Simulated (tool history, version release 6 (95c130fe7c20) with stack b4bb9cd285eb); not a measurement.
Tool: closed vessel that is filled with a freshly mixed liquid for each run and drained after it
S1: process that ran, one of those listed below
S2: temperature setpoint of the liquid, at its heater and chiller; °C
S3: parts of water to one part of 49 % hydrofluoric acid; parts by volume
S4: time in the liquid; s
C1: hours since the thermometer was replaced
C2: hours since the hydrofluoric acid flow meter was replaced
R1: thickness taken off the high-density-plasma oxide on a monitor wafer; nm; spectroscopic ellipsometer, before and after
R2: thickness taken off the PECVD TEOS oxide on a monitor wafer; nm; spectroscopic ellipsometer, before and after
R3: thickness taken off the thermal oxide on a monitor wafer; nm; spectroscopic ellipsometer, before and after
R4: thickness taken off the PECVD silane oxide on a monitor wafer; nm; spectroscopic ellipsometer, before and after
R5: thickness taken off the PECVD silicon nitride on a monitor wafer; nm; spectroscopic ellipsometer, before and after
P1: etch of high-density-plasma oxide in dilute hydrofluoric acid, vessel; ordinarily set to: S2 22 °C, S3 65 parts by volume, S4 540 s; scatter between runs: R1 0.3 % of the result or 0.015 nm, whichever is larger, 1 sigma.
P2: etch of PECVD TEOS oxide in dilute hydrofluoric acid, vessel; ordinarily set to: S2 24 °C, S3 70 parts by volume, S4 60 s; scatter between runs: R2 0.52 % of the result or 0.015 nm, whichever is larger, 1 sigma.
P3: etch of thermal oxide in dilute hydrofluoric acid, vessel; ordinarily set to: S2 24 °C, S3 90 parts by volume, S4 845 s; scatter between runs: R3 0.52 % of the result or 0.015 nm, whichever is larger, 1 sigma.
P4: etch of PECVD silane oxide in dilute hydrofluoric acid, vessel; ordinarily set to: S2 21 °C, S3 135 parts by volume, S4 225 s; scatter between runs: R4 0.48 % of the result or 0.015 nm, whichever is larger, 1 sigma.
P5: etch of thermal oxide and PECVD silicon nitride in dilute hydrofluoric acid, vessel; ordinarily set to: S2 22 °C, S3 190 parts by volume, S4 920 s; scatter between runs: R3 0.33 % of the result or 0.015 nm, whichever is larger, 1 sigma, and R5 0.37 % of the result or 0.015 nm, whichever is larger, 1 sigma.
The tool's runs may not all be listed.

Run 1, day 0.096: S1 P1, S2 22 °C, S3 65 parts by volume, S4 540 s; C1 1175.8; C2 1087.9. Result: R1 39.727 nm.
Run 2, day 0.225: S1 P2, S2 24 °C, S3 70 parts by volume, S4 30 s; C1 1178.9; C2 1091. Result: R2 5.9496 nm.
Run 3, day 0.408: S1 P3, S2 24 °C, S3 90 parts by volume, S4 845 s; C1 1183.3; C2 1095.4. Result: R3 46.395 nm.
Run 4, day 0.596: S1 P2, S2 29.5 °C, S3 70 parts by volume, S4 60 s; C1 1187.8; C2 1099.9. Result: R2 14.474 nm.
Run 5, day 0.721: S1 P4, S2 21 °C, S3 55 parts by volume, S4 225 s; C1 1190.8; C2 1102.9. Result: R4 93.162 nm.
At day 0.85: hydrofluoric acid flow meter replaced.
Run 6, day 0.917: S1 P1, S2 22 °C, S3 20 parts by volume, S4 330 s; C1 1195.5; C2 1.6. Result: R1 83.673 nm.
Run 7, day 1.058: S1 P3, S2 24 °C, S3 90 parts by volume, S4 1290 s; C1 1198.9; C2 5. Result: R3 70.344 nm.
Run 8, day 1.238: S1 P1, S2 22 °C, S3 35 parts by volume, S4 540 s; C1 1203.2; C2 9.3. Result: R1 76.583 nm.
Run 9, day 1.329: S1 P5, S2 22 °C, S3 190 parts by volume, S4 1525 s; C1 1205.4; C2 11.5. Result: R3 30.18 nm, R5 23.462 nm.
Run 10, day 1.525: S1 P5, S2 22 °C, S3 90 parts by volume, S4 920 s; C1 1210.1; C2 16.2. Result: R3 42.991 nm, R5 29.63 nm.
Run 11, day 1.696: S1 P4, S2 21 °C, S3 135 parts by volume, S4 225 s; C1 1214.2; C2 20.3. Result: R4 34.513 nm.
Run 12, day 1.804: S1 P5, S2 22 °C, S3 190 parts by volume, S4 920 s; C1 1216.8; C2 22.9. Result: R3 18.078 nm, R5 14.18 nm.
Run 13, day 1.938: S1 P1, S2 22 °C, S3 65 parts by volume, S4 990 s; C1 1220; C2 26.1. Result: R1 72.685 nm.
Run 14, day 2.1: S1 P1, S2 17 °C, S3 65 parts by volume, S4 540 s; C1 1223.9; C2 30. Result: R1 32.126 nm.
Run 15, day 2.233: S1 P1, S2 22 °C, S3 90 parts by volume, S4 540 s; C1 1227.1; C2 33.2. Result: R1 27.629 nm.
Run 16, day 2.375: S1 P4, S2 21 °C, S3 135 parts by volume, S4 225 s; C1 1230.5; C2 36.6. Result: R4 34.802 nm.
Run 17, day 2.471: S1 P2, S2 24 °C, S3 70 parts by volume, S4 60 s; C1 1232.8; C2 38.9. Result: R2 11.74 nm.
Run 18, day 2.583: S1 P2, S2 24 °C, S3 20 parts by volume, S4 60 s; C1 1235.5; C2 41.6. Result: R2 44.019 nm.
Run 19, day 2.725: S1 P1, S2 22 °C, S3 65 parts by volume, S4 540 s; C1 1238.9; C2 45. Result: R1 39.753 nm.
Run 20, day 2.883: S1 P3, S2 28 °C, S3 90 parts by volume, S4 845 s; C1 1242.7; C2 48.8. Result: R3 54.547 nm.
Run 21, day 3.033: S1 P5, S2 18 °C, S3 190 parts by volume, S4 920 s; C1 1246.3; C2 52.4. Result: R3 15.553 nm, R5 10.876 nm.
Run 22, day 3.221: S1 P1, S2 22 °C, S3 65 parts by volume, S4 540 s; C1 1250.8; C2 56.9. Result: R1 39.676 nm.
Run 23, day 3.358: S1 P3, S2 24 °C, S3 45 parts by volume, S4 845 s; C1 1254.1; C2 60.2. Result: R3 97.654 nm.
Run 24, day 3.55: S1 P4, S2 21 °C, S3 135 parts by volume, S4 55 s; C1 1258.7; C2 64.8. Result: R4 8.4356 nm.
Run 25, day 3.708: S1 P1, S2 22 °C, S3 65 parts by volume, S4 275 s; C1 1262.5; C2 68.6. Result: R1 20.196 nm.
Run 26, day 3.862: S1 P1, S2 28 °C, S3 65 parts by volume, S4 540 s; C1 1266.2; C2 72.3. Result: R1 50.457 nm.
Run 27, day 4.067: S1 P1, S2 17 °C, S3 65 parts by volume, S4 830 s; C1 1271.1; C2 77.2. Result: R1 49.75 nm.
Run 28, day 4.229: S1 P4, S2 17 °C, S3 135 parts by volume, S4 225 s; C1 1275; C2 81.1. Result: R4 29.864 nm.
Run 29, day 4.425: S1 P1, S2 22 °C, S3 65 parts by volume, S4 540 s; C1 1279.7; C2 85.8. Result: R1 39.511 nm.
Run 30, day 4.55: S1 P3, S2 24 °C, S3 90 parts by volume, S4 845 s; C1 1282.7; C2 88.8. Result: R3 45.795 nm.
Run 31, day 4.725: S1 P1, S2 22 °C, S3 65 parts by volume, S4 540 s; C1 1286.9; C2 93. Result: R1 39.88 nm.
Run 32, day 4.9: S1 P1, S2 22 °C, S3 65 parts by volume, S4 540 s; C1 1291.1; C2 97.2. Result: R1 39.799 nm.
Run 33, day 5.058: S1 P1, S2 22 °C, S3 65 parts by volume, S4 540 s; C1 1294.9; C2 101. Result: R1 37.761 nm.
Run 34, day 5.258: S1 P1, S2 22 °C, S3 65 parts by volume, S4 540 s; C1 1299.7; C2 105.8. Result: R1 36.737 nm.
Run 35, day 5.454: S1 P1, S2 22 °C, S3 65 parts by volume, S4 540 s; C1 1304.4; C2 110.5. Result: R1 36.365 nm.
Run 36, day 5.554: S1 P1, S2 22 °C, S3 65 parts by volume, S4 540 s; C1 1306.8; C2 112.9. Result: R1 36.089 nm.
Run 37, day 5.725: S1 P1, S2 22 °C, S3 65 parts by volume, S4 540 s; C1 1310.9; C2 117. Result: R1 35.942 nm.
Run 38, day 5.912: S1 P1, S2 22 °C, S3 65 parts by volume, S4 540 s; C1 1315.4; C2 121.5. Result: R1 36.072 nm.

P1 no longer gives what it gave before; its output has crept away from where it was. The following 2 causes, each at its listed size, fit the log equally well:
A: hydrofluoric acid flow below the setpoint (%) = 8.69
B: liquid colder than its thermometer reads (K) = 2.36
The gradual shift began around day 4.9.

Consider the 4 single-wafer check runs listed below, results given as question marks: which one distinguishes between the causes by giving clearly different results for each?
Run check 1, day 6.1: S1 P4, S2 21 °C, S3 135 parts by volume, S4 225 s. Result: R4 ?.
Run check 2, day 6.1: S1 P5, S2 22 °C, S3 190 parts by volume, S4 920 s. Result: R3 ?, R5 ?.
Run check 3, day 6.1: S1 P2, S2 24 °C, S3 70 parts by volume, S4 60 s. Result: R2 ?.
Run check 4, day 6.1: S1 P3, S2 24 °C, S3 90 parts by volume, S4 845 s. Result: R3 ?.

What each check would give under each cause:
  check  result    if A    if B
check 1      R4   31.25  31.558
check 2      R3  16.265  16.571
check 2      R5  12.933  12.117
check 3      R2  10.666  10.696
check 4      R3  41.841   42.11
Per check, the gap between the least separated pair of causes, taken in the result that splits them most: check 1 0.98 %; check 2 6.51 %; check 3 0.28 %; check 4 0.64 %
The causes can be told apart only by check 2. The other checks would give nearly the same results under each of them.

With check 2 done, the readings were: R3 16.577 nm; R5 12.136 nm. Identify which of the listed causes applies.

The cause is B: liquid colder than its thermometer reads (K).

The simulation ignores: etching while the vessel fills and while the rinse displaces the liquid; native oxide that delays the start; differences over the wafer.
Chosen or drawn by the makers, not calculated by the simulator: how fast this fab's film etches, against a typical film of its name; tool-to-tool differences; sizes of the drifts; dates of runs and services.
